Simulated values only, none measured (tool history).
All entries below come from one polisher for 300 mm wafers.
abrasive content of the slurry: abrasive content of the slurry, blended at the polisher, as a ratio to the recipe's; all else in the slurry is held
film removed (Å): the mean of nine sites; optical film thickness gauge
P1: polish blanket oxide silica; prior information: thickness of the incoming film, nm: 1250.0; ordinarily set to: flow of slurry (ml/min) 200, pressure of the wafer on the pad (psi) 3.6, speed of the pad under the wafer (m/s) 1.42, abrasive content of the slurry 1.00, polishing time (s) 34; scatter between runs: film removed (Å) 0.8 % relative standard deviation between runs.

| run | hour | flow of slurry (ml/min) | pressure of the wafer on the pad (psi) | speed of the pad under the wafer (m/s) | abrasive content of the slurry | polishing time (s) | wafers polished on this pad | hours since the slurry nozzle was cleaned | hours since the head pressure was calibrated | hours since the slurry blender was calibrated | hours since the conditioning disc was replaced | film removed (Å) |
|---|---|---|---|---|---|---|---|---|---|---|---|---|
| 1 | 11.6 | 200 | 3.6 | 1.42 | 1.00 | 34 | 506 | 58.3 | 144.3 | 267.1 | 210.8 | 1055.50 |
| 2 | 27.9 | 200 | 5.4 | 1.42 | 1.20 | 34 | 681 | 74.6 | 160.6 | 283.4 | 227.1 | 1698.40 |
| 3 | 39.0 | 200 | 3.6 | 1.42 | 1.00 | 34 | 801 | 85.7 | 171.7 | 294.5 | 238.2 | 1048.70 |
| 4 | 55.9 | 150 | 3.6 | 1.42 | 1.00 | 34 | 982 | 102.6 | 188.6 | 311.4 | 255.1 | 1004.70 |
| 5 | 71.2 | 200 | 1.7 | 1.42 | 1.00 | 34 | 1146 | 117.9 | 203.9 | 326.7 | 270.4 | 496.00 |
| 6 | 81.7 | 200 | 3.6 | 2.22 | 1.00 | 34 | 1259 | 128.4 | 214.4 | 337.2 | 280.9 | 1506.70 |
| 7 | 90.9 | 200 | 3.6 | 1.42 | 1.00 | 34 | 1358 | 137.6 | 223.6 | 346.4 | 290.1 | 1045.20 |
| 8 | 108.3 | 200 | 5.8 | 1.42 | 1.00 | 34 | 1545 | 155.0 | 241.0 | 363.8 | 307.5 | 1681.30 |
| 9 | 123.9 | 200 | 3.6 | 1.42 | 1.00 | 34 | 1712 | 170.6 | 256.6 | 379.4 | 323.1 | 1057.00 |
| 10 | 141.5 | 200 | 3.6 | 0.84 | 1.00 | 34 | 1901 | 188.2 | 274.2 | 397.0 | 340.7 | 698.75 |
| 11 | 151.6 | 200 | 3.6 | 1.42 | 0.55 | 34 | 2009 | 198.3 | 284.3 | 407.1 | 350.8 | 755.75 |
| 12 | 166.4 | 200 | 3.6 | 1.42 | 1.00 | 15 | 2168 | 213.1 | 299.1 | 421.9 | 365.6 | 462.36 |
| 13 | 177.4 | 200 | 3.6 | 1.42 | 1.40 | 34 | 2286 | 224.1 | 310.1 | 432.9 | 376.6 | 1202.70 |
| 14 | 192.3 | 310 | 3.6 | 1.42 | 1.00 | 34 | 2446 | 239.0 | 325.0 | 447.8 | 391.5 | 1094.00 |
|  | 200.3 | slurry nozzle cleaned |
| 15 | 204.9 | 200 | 3.6 | 1.42 | 1.00 | 53 | 2582 | 4.6 | 337.6 | 460.4 | 404.1 | 1644.50 |
| 16 | 217.1 | 200 | 3.6 | 1.42 | 1.00 | 34 | 2713 | 16.8 | 349.8 | 472.6 | 416.3 | 1040.80 |
| 17 | 230.8 | 200 | 3.6 | 1.42 | 1.00 | 34 | 2860 | 30.5 | 363.5 | 486.3 | 430.0 | 1049.70 |
| 18 | 242.0 | 200 | 3.6 | 1.42 | 1.00 | 34 | 2980 | 41.7 | 374.7 | 497.5 | 441.2 | 1002.10 |
|  | 255.6 | head pressure recalibrated |
| 19 | 258.4 | 200 | 3.6 | 1.42 | 1.00 | 34 | 3156 | 58.1 | 2.9 | 513.9 | 457.6 | 968.03 |
| 20 | 266.6 | 200 | 3.6 | 1.42 | 1.00 | 34 | 3244 | 66.3 | 11.1 | 522.1 | 465.8 | 947.78 |
|  | 271.9 | slurry nozzle cleaned |
|  | 280.7 | conditioning disc replaced and pad reconditioned |
| 21 | 280.8 | 200 | 3.6 | 1.42 | 1.00 | 34 | 3396 | 9.0 | 25.3 | 536.3 | 0.1 | 931.19 |
| 22 | 290.9 | 200 | 3.6 | 1.42 | 1.00 | 34 | 3505 | 19.1 | 35.4 | 546.4 | 10.2 | 940.34 |
| 23 | 300.5 | 200 | 3.6 | 1.42 | 1.00 | 34 | 3608 | 28.7 | 45.0 | 556.0 | 19.8 | 924.86 |

The output of P1 has drifted from where it used to be. Each of the 2 causes below, taken at the size shown beside it, accounts for the log equally well:
A: abrasive missing from the slurry, % = 22
B: removal rate lost through wear of the pad, % = 11.4
The process output started creeping at around hour 230.8.
All other causes, with the reason each is excluded:
slurry flow missing at the pad, %: serviced after onset, at hour 271.9, with no recovery of the prior output
head's pressure below its setpoint, %: serviced after onset, at hour 255.6, with no recovery of the prior output
time polished since the conditioner stopped cutting, s: serviced after onset, at hour 280.7, with no recovery of the prior output

The 4 check runs listed below each average the results of 5 wafers, and their outcomes are marked with question marks. Under which run would the listed causes produce clearly different results?
| check 1 | 310.1 | 310 | 3.6 | 1.42 | 1.00 | 34 |  |  |  |  |  | ? |
| check 2 | 310.1 | 305 | 3.6 | 1.42 | 0.60 | 34 |  |  |  |  |  | ? |
| check 3 | 310.1 | 200 | 2.4 | 1.42 | 1.00 | 34 |  |  |  |  |  | ? |
| check 4 | 310.1 | 200 | 3.6 | 2.20 | 1.00 | 16 |  |  |  |  |  | ? |

What every check run would give for each of its results, assuming each possible cause in turn:
| check | result | if A | if B |
|---|---|---|---|
| check 1 | film removed (Å) | 975.53 | 975.13 |
| check 2 | film removed (Å) | 724.62 | 747.30 |
| check 3 | film removed (Å) | 620.35 | 620.10 |
| check 4 | film removed (Å) | 621.55 | 621.30 |
Distance between the nearest two causes, measured in the result of the check that separates them most: check 1 0.04 %; check 2 3.08 %; check 3 0.04 %; check 4 0.04 %
Check 2 distinguishes between the causes, while the remaining checks would return nearly the same result for all of them.

Check 2 was carried out, with these results: film removed (Å) 723.87. Which of the listed causes is responsible?

It was cause A: abrasive missing from the slurry, %.

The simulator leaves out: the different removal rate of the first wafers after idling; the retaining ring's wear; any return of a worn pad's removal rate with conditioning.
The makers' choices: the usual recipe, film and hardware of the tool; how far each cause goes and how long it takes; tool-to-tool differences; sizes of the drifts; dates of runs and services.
